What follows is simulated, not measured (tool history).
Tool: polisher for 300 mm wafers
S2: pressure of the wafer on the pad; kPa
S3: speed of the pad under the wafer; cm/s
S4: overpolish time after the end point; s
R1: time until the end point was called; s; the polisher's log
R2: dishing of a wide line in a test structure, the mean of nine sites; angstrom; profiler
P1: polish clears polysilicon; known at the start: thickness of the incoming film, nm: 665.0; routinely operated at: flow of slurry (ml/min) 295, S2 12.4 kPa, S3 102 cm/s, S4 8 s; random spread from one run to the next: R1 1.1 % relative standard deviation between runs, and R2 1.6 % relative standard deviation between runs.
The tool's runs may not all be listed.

Run 1, day 0.288: flow of slurry (ml/min) 295, S2 12.4 kPa, S3 102 cm/s, S4 8 s. Result: R1 86.812 s, R2 389.03 angstrom.
Run 2, day 0.508: flow of slurry (ml/min) 295, S2 12.4 kPa, S3 102 cm/s, S4 8 s. Result: R1 86.252 s, R2 400.23 angstrom.
Run 3, day 0.900: flow of slurry (ml/min) 295, S2 12.4 kPa, S3 102 cm/s, S4 8 s. Result: R1 87.255 s, R2 395.24 angstrom.
Run 4, day 1.154: flow of slurry (ml/min) 295, S2 12.4 kPa, S3 102 cm/s, S4 4 s. Result: R1 87.937 s, R2 238.88 angstrom.
Run 5, day 1.546: flow of slurry (ml/min) 295, S2 19.3 kPa, S3 102 cm/s, S4 8 s. Result: R1 55.144 s, R2 500.61 angstrom.
Run 6, day 1.908: flow of slurry (ml/min) 295, S2 12.4 kPa, S3 56 cm/s, S4 8 s. Result: R1 158.040 s, R2 255.86 angstrom.
Run 7, day 2.171: flow of slurry (ml/min) 185, S2 6.9 kPa, S3 102 cm/s, S4 8 s. Result: R1 165.310 s, R2 250.85 angstrom.
Run 8, day 2.471: flow of slurry (ml/min) 445, S2 12.4 kPa, S3 102 cm/s, S4 8 s. Result: R1 84.118 s, R2 400.63 angstrom.
Run 9, day 2.750: flow of slurry (ml/min) 295, S2 12.4 kPa, S3 158 cm/s, S4 8 s. Result: R1 56.341 s, R2 485.81 angstrom.
Run 10, day 3.158: flow of slurry (ml/min) 175, S2 12.4 kPa, S3 102 cm/s, S4 8 s. Result: R1 91.694 s, R2 376.23 angstrom.
Run 11, day 3.529: flow of slurry (ml/min) 295, S2 12.4 kPa, S3 102 cm/s, S4 8 s. Result: R1 86.513 s, R2 395.95 angstrom.
Run 12, day 4.000: flow of slurry (ml/min) 295, S2 9.0 kPa, S3 102 cm/s, S4 8 s. Result: R1 118.450 s, R2 313.46 angstrom.
Run 13, day 4.271: flow of slurry (ml/min) 295, S2 12.4 kPa, S3 102 cm/s, S4 8 s. Result: R1 86.968 s, R2 395.23 angstrom.
Run 14, day 4.638: flow of slurry (ml/min) 295, S2 12.4 kPa, S3 102 cm/s, S4 16 s. Result: R1 84.640 s, R2 572.36 angstrom.

Run 15 has not been measured yet. What should we expect?
Run 15, day 5.046: flow of slurry (ml/min) 295, S2 12.4 kPa, S3 102 cm/s, S4 8 s. Result: R1 ?, R2 ?.

{"run 15": {"R1": 87.116, "R2": 392.52}}
